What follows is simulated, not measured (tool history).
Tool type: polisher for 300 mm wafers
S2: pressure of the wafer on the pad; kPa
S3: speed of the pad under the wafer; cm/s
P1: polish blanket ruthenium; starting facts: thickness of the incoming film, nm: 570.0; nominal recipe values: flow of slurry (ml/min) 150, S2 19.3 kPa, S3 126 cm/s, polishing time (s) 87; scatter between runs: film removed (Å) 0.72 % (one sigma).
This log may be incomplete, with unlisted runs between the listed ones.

Run 1, day 0.246: flow of slurry (ml/min) 150, S2 19.3 kPa, S3 126 cm/s, polishing time (s) 87. Result: film removed (Å) 1847.9.
Run 2, day 0.488: flow of slurry (ml/min) 150, S2 31 kPa, S3 126 cm/s, polishing time (s) 87. Result: film removed (Å) 2953.4.
Run 3, day 0.738: flow of slurry (ml/min) 205, S2 11 kPa, S3 126 cm/s, polishing time (s) 87. Result: film removed (Å) 1108.
Run 4, day 0.871: flow of slurry (ml/min) 150, S2 9 kPa, S3 126 cm/s, polishing time (s) 87. Result: film removed (Å) 860.04.
Run 5, day 1.108: flow of slurry (ml/min) 150, S2 19.3 kPa, S3 126 cm/s, polishing time (s) 87. Result: film removed (Å) 1842.3.
Run 6, day 1.412: flow of slurry (ml/min) 150, S2 19.3 kPa, S3 126 cm/s, polishing time (s) 87. Result: film removed (Å) 1829.6.
Run 7, day 1.612: flow of slurry (ml/min) 150, S2 19.3 kPa, S3 126 cm/s, polishing time (s) 133. Result: film removed (Å) 2820.2.
Run 8, day 1.75: flow of slurry (ml/min) 90, S2 19.3 kPa, S3 126 cm/s, polishing time (s) 87. Result: film removed (Å) 1668.1.
Run 9, day 1.967: flow of slurry (ml/min) 230, S2 19.3 kPa, S3 126 cm/s, polishing time (s) 87. Result: film removed (Å) 1932.8.
At day 2.133: slurry nozzle cleaned.
Run 10, day 2.262: flow of slurry (ml/min) 150, S2 19.3 kPa, S3 126 cm/s, polishing time (s) 87. Result: film removed (Å) 1848.3.
Run 11, day 2.554: flow of slurry (ml/min) 150, S2 19.3 kPa, S3 126 cm/s, polishing time (s) 87. Result: film removed (Å) 1851.2.
Run 12, day 2.742: flow of slurry (ml/min) 150, S2 19.3 kPa, S3 126 cm/s, polishing time (s) 87. Result: film removed (Å) 1848.3.
Run 13, day 3.029: flow of slurry (ml/min) 150, S2 19.3 kPa, S3 194 cm/s, polishing time (s) 87. Result: film removed (Å) 2822.3.
Run 14, day 3.167: flow of slurry (ml/min) 150, S2 19.3 kPa, S3 126 cm/s, polishing time (s) 39. Result: film removed (Å) 824.23.
Run 15, day 3.438: flow of slurry (ml/min) 190, S2 19.3 kPa, S3 126 cm/s, polishing time (s) 118. Result: film removed (Å) 2579.
Run 16, day 3.629: flow of slurry (ml/min) 150, S2 19.3 kPa, S3 68 cm/s, polishing time (s) 87. Result: film removed (Å) 996.37.
Run 17, day 3.871: flow of slurry (ml/min) 150, S2 27.6 kPa, S3 126 cm/s, polishing time (s) 44. Result: film removed (Å) 1337.8.
Run 18, day 4.088: flow of slurry (ml/min) 150, S2 19.3 kPa, S3 126 cm/s, polishing time (s) 87. Result: film removed (Å) 1826.4.
Run 19, day 4.267: flow of slurry (ml/min) 150, S2 19.3 kPa, S3 126 cm/s, polishing time (s) 87. Result: film removed (Å) 1774.6.
Run 20, day 4.55: flow of slurry (ml/min) 150, S2 19.3 kPa, S3 126 cm/s, polishing time (s) 87. Result: film removed (Å) 1735.3.
Run 21, day 4.729: flow of slurry (ml/min) 150, S2 19.3 kPa, S3 126 cm/s, polishing time (s) 87. Result: film removed (Å) 1749.
Run 22, day 4.867: flow of slurry (ml/min) 150, S2 19.3 kPa, S3 126 cm/s, polishing time (s) 87. Result: film removed (Å) 1705.2.
Run 23, day 5.046: flow of slurry (ml/min) 150, S2 19.3 kPa, S3 126 cm/s, polishing time (s) 87. Result: film removed (Å) 1693.6.
At day 5.104: head pressure recalibrated.
Run 24, day 5.254: flow of slurry (ml/min) 150, S2 19.3 kPa, S3 126 cm/s, polishing time (s) 87. Result: film removed (Å) 1699.4.
Run 25, day 5.529: flow of slurry (ml/min) 150, S2 19.3 kPa, S3 126 cm/s, polishing time (s) 87. Result: film removed (Å) 1695.3.
Run 26, day 5.754: flow of slurry (ml/min) 150, S2 19.3 kPa, S3 126 cm/s, polishing time (s) 87. Result: film removed (Å) 1707.5.
Run 27, day 6.05: flow of slurry (ml/min) 150, S2 19.3 kPa, S3 126 cm/s, polishing time (s) 87. Result: film removed (Å) 1697.1.
Run 28, day 6.262: flow of slurry (ml/min) 150, S2 19.3 kPa, S3 126 cm/s, polishing time (s) 87. Result: film removed (Å) 1699.3.

P1 no longer gives what it gave before; its output has crept away from where it was. The following 2 causes, each at its listed size, fit the log equally well:
A: slurry flow missing at the pad, % = 34.4
B: removal rate lost through wear of the pad, % = 8.51
The drift started at roughly day 4.088.
Every other cause this tool's parts could produce, and why it does not fit the log:
head's pressure below its setpoint, %: serviced at day 5.104, after the change had begun; the process did not return to its earlier output

You are offered 4 check runs, listed below with question marks in place of their results; each one averages 5 wafers. Which run separates the listed causes by giving clearly different results for each?
Run check 1, day 6.475: flow of slurry (ml/min) 225, S2 19.3 kPa, S3 126 cm/s, polishing time (s) 87. Result: film removed (Å) ?.
Run check 2, day 6.475: flow of slurry (ml/min) 150, S2 19.3 kPa, S3 186 cm/s, polishing time (s) 87. Result: film removed (Å) ?.
Run check 3, day 6.475: flow of slurry (ml/min) 150, S2 10.3 kPa, S3 154 cm/s, polishing time (s) 87. Result: film removed (Å) ?.
Run check 4, day 6.475: flow of slurry (ml/min) 150, S2 29.6 kPa, S3 126 cm/s, polishing time (s) 87. Result: film removed (Å) ?.

Predicted outcomes, by check and by cause:
  check            result    if A    if B
check 1  film removed (Å)  1835.6  1785.4
check 2  film removed (Å)  2486.2  2486.1
check 3  film removed (Å)  1102.8  1102.7
check 4  film removed (Å)  2586.5  2586.4
How far apart the two closest causes lie, in the result that separates them most: check 1 2.77 %; check 2 0 %; check 3 0 %; check 4 0 %
Only in check 1 would the causes give clearly different results; in the remaining checks their results would be nearly the same.

Then check 1 was run and gave: film removed (Å) 1779.2. Which cause is it?

Of the candidate causes, it is B: removal rate lost through wear of the pad, %.

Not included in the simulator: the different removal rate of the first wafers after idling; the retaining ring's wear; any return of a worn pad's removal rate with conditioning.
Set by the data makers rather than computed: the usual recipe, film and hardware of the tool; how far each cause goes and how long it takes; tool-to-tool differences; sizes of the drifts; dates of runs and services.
